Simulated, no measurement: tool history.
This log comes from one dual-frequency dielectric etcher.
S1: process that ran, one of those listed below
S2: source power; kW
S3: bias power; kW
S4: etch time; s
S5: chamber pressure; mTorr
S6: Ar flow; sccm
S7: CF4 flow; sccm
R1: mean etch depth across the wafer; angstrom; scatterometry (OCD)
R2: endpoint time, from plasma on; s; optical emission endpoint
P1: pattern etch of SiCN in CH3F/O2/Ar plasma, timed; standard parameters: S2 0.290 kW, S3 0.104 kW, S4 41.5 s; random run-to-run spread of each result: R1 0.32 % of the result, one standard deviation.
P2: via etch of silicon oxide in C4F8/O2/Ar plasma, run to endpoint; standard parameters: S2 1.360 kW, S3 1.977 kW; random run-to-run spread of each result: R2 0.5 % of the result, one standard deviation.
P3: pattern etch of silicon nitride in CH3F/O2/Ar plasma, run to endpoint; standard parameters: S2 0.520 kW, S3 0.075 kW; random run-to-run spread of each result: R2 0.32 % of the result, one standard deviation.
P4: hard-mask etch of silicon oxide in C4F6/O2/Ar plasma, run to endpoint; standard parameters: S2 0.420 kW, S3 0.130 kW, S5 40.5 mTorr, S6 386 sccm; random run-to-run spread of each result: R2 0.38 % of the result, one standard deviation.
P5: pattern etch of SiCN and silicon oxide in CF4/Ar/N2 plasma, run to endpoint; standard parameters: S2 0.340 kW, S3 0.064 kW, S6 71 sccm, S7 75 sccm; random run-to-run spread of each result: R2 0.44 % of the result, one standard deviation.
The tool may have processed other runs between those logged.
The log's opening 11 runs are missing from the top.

run 12 day=2.025 | S1=P3 S2=0.520 S3=0.075 | R2=39.605
run 13 day=2.162 | S1=P1 S2=0.290 S3=0.104 S4=41.5 | R1=158.940
run 14 day=2.321 | S1=P5 S2=0.340 S3=0.064 S6=71 S7=102 | R2=22.124
run 15 day=2.433 | S1=P2 S2=1.730 S3=1.977 | R2=378.300
run 16 day=2.654 | S1=P4 S2=0.420 S3=0.130 S5=40.5 S6=305 | R2=81.468
run 17 day=2.779 | S1=P1 S2=0.210 S3=0.104 S4=27.0 | R1=92.172
run 18 day=2.933 | S1=P4 S2=0.290 S3=0.130 S5=40.5 S6=386 | R2=96.885
run 19 day=3.096 | S1=P1 S2=0.290 S3=0.138 S4=41.5 | R1=177.580
run 20 day=3.262 | S1=P1 S2=0.400 S3=0.104 S4=41.5 | R1=179.250
run 21 day=3.454 | S1=P1 S2=0.290 S3=0.104 S4=25.5 | R1=97.309
run 22 day=3.642 | S1=P5 S2=0.340 S3=0.064 S6=71 S7=75 | R2=23.067
run 23 day=3.850 | S1=P2 S2=1.360 S3=1.460 | R2=453.310
run 24 day=3.983 | S1=P4 S2=0.420 S3=0.130 S5=26.0 S6=386 | R2=78.878
run 25 day=4.196 | S1=P5 S2=0.340 S3=0.064 S6=86 S7=75 | R2=23.698
run 26 day=4.346 | S1=P1 S2=0.290 S3=0.104 S4=41.5 | R1=158.320
run 27 day=4.467 | S1=P1 S2=0.290 S3=0.071 S4=41.5 | R1=137.880

Predict the results of run 28:
run 28 day=4.633 | S1=P1 S2=0.210 S3=0.104 S4=41.5 | R1=?

Run 28 measured R1 140.720 angstrom.
